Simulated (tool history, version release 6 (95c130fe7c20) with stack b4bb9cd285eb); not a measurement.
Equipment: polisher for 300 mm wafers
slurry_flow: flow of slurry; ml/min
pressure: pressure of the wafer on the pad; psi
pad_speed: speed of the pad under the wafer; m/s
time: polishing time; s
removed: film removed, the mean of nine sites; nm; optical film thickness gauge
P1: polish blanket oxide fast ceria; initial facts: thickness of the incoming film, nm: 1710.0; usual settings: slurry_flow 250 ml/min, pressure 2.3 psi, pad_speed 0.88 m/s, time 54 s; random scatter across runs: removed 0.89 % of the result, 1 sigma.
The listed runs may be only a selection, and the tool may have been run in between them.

run,hour,slurry_flow,pressure,pad_speed,time,wafers polished on this pad,hours since the slurry nozzle was cleaned,hours since the head pressure was calibrated,removed
1,18.2,250,2.3,0.88,54,322,181.7,440.9,616.75
2,32,250,2.3,0.4,54,435,195.5,454.7,287.2
3,47.8,250,2.3,1.36,54,565,211.3,470.5,991.88
4,58.6,150,2.3,0.88,54,653,222.1,481.3,595.16
5,77.5,250,2.3,0.88,85,808,241,500.2,1005.6
6,93.6,250,1.3,0.88,54,940,257.1,516.3,357.42
7,105.3,250,2.3,0.58,73,1036,268.8,528,565.32
8,115.7,250,3.4,0.88,54,1121,279.2,538.4,931.83
9,133.8,250,2.3,0.88,54,1269,297.3,556.5,636.63
10,150.2,250,2.3,0.88,54,1403,313.7,572.9,628.79
11,165.3,250,2.3,0.68,66,1527,328.8,588,592.5
12,177.1,320,2.3,0.88,54,1623,340.6,599.8,645.33
13,194,250,2.3,0.88,29,1762,357.5,616.7,341.25
14,211.2,250,2.3,0.88,54,1903,374.7,633.9,641.88
15,220.4,250,2.3,0.88,54,1978,383.9,643.1,635.95
16,236.8,250,3.4,1.36,54,2112,400.3,659.5,1434.3
17,245.9,250,2.3,0.88,54,2187,409.4,668.6,635.04
18,258.6,250,2.3,0.88,54,2291,422.1,681.3,613.73
19,269.1,250,2.3,0.88,54,2377,432.6,691.8,607.96
# hour 278.9: head pressure recalibrated
20,281.8,250,2.3,0.88,54,2481,445.3,3,605.08
21,296.8,250,2.3,0.88,54,2603,460.3,18,604.95
22,316.2,250,2.3,0.88,54,2762,479.7,37.4,596.75
23,334.5,250,2.3,0.88,54,2912,498,55.7,596.84

Something has made what P1 gives creep away from where it was; the 2 causes below, each at its own stated size, fit the log equally well:
A: slurry flow missing at the pad, % = 35.1
B: removal rate lost through wear of the pad, % = 5.56
At approximately hour 245.9, the process output began to creep.
All other causes, with the reason each is excluded:
head's pressure below its setpoint, %: its service at hour 278.9 followed the start of the drift and did not put the process back to its old value

Which of the 4 check runs listed below, each an average over 5 wafers with its results shown as question marks, gives clearly different results under the different listed causes?
check 1,352.8,250,1.3,0.88,54,,,,?
check 2,352.8,150,2.3,1.36,54,,,,?
check 3,352.8,250,2.3,1.32,54,,,,?
check 4,352.8,250,2.3,0.42,79,,,,?

Expected result of each check under each candidate cause:
check,result,if A,if B
check 1,removed,337.94,337.92
check 2,removed,832.29,861.3
check 3,removed,896.85,896.79
check 4,removed,417.47,417.44
Minimum pairwise separation of causes per check, each pair taken at its best-separating result: check 1 0.01 %; check 2 3.43 %; check 3 0.01 %; check 4 0.01 %
Check 2 tells the causes apart: in the others they would give nearly the same result.

Check 2 was carried out, with these results: removed 831.07 nm. Which of the listed causes is responsible?

A is the cause: slurry flow missing at the pad, %.

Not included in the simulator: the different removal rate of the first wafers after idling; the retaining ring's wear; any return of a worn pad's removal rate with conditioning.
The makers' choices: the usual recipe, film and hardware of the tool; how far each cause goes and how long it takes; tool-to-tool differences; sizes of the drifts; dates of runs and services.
